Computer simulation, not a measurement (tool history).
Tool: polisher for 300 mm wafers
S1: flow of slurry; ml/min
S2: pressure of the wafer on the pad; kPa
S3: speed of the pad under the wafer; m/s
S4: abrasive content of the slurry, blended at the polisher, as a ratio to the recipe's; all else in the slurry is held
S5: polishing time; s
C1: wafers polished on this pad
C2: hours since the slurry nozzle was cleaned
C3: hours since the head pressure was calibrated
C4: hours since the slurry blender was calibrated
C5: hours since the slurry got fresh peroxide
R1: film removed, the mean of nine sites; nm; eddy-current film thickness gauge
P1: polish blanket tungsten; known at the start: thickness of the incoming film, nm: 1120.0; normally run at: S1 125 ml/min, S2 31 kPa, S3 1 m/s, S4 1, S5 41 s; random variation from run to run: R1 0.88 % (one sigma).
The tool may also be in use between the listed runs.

run   hour   S1    S2    S3   S4  S5    C1     C2     C3     C4     C5      R1
  1    8.2  125    31     1    1  41   333  557.5  654.9   80.6   26.6  259.21
  2     18  125  46.2     1    1  41   453  567.3  664.7   90.4   36.4  382.34
  3   32.4  125    31  1.48    1  62   629  581.7  679.1  104.8   50.8  579.54
  4   43.5   75    31     1    1  41   764  592.8  690.2  115.9   61.9  230.03
  5   52.5  125    31  1.26    1  41   874  601.8  699.2  124.9   70.9  326.65
  6     63  125    31     1    1  41  1002  612.3  709.7  135.4   81.4  256.77
  7   72.6  125    31     1    1  58  1119  621.9  719.3    145     91  363.74
      77.9  -- slurry nozzle cleaned
  8   87.3  125    31  0.48    1  31  1299    9.4    734  159.7  105.7  93.523
  9   95.6  125  15.2     1    1  41  1400   17.7  742.3    168    114   127.6
 10  109.7  125    31     1    1  23  1572   31.8  756.4  182.1  128.1  145.13
 11    124  190    31     1    1  41  1747   46.1  770.7  196.4  142.4   278.4
 12  138.2  125    31     1    1  41  1920   60.3  784.9  210.6  156.6  255.47
 13  153.3  125    31  0.58    1  41  2104   75.4    800  225.7  171.7  149.98
 14  164.8  125    31     1    1  41  2244   86.9  811.5  237.2  183.2  257.69
 15  172.8  125    31     1  1.5  41  2342   94.9  819.5  245.2  191.2  285.87
 16  187.9  125    31     1    1  41  2526    110  834.6  260.3  206.3  260.28
 17  203.2  125    31     1  0.6  41  2713  125.3  849.9  275.6  221.6  230.01
 18  213.7  125    31     1    1  41  2841  135.8  860.4  286.1  232.1   259.7
 19  229.2  125    31     1    1  41  3030  151.3  875.9  301.6  247.6  248.86
 20  236.9  125    31     1    1  41  3124    159  883.6  309.3  255.3  245.08
 21  247.3  125    31     1    1  41  3251  169.4    894  319.7  265.7  241.28
 22    256  125    31     1    1  41  3357  178.1  902.7  328.4  274.4  238.53
 23  270.8  125    31     1    1  41  3538  192.9  917.5  343.2  289.2  232.05
     273.8  -- slurry blender recalibrated
 24    286  125    31     1    1  41  3723  208.1  932.7   12.3  304.4  231.09
     286.9  -- worn pad replaced by a new one
 25  294.6  125    31     1    1  41    94  216.7  941.3   20.9    313  231.98
     303.9  -- head pressure recalibrated
 26  306.8  125    31     1    1  41   243  228.9      3   33.1  325.2  225.78
 27  321.4  125    31     1    1  41   421  243.5   17.6   47.7  339.8  229.05
 28  331.1  125    31     1    1  41   540  253.2   27.3   57.4  349.5  228.57
 29  346.7  125    31     1    1  41   730  268.8   42.9     73  365.1  224.25

What P1 gives has crept away from where it was. These 2 causes fit the log equally well, each at the size given:
A: peroxide lost from the slurry, % = 27.7
B: slurry flow missing at the pad, % = 39.2
The creep began at about hour 213.7.
Why every other cause is out:
removal rate lost through wear of the pad, %: serviced at hour 286.9, which brought nothing back
head's pressure below its setpoint, %: serviced at hour 303.9, which brought nothing back
abrasive missing from the slurry, %: serviced at hour 273.8, which brought nothing back

4 check runs are offered, each on 3 wafers whose results are averaged, their results left as question marks. Which one tells the causes apart?
check 1  362.3  125    31   1  0.75  41                       ?
check 2  362.3  185    31   1     1  41                       ?
check 3  362.3  125  18.6   1     1  41                       ?
check 4  362.3  125  20.7   1     1  28                       ?

What each check would give under each cause:
  check  result    if A    if B
check 1      R1  212.25  212.27
check 2      R1  242.87   252.3
check 3      R1  136.19   136.2
check 4      R1  103.34  103.35
How far apart the two closest causes lie, in the result that separates them most: check 1 0.01 %; check 2 3.81 %; check 3 0.01 %; check 4 0.01 %
Check 2 tells the causes apart: in the others they would give nearly the same result.

Then check 2 was run and gave: R1 253.62 nm. Which cause is it?

It is B: slurry flow missing at the pad, %.
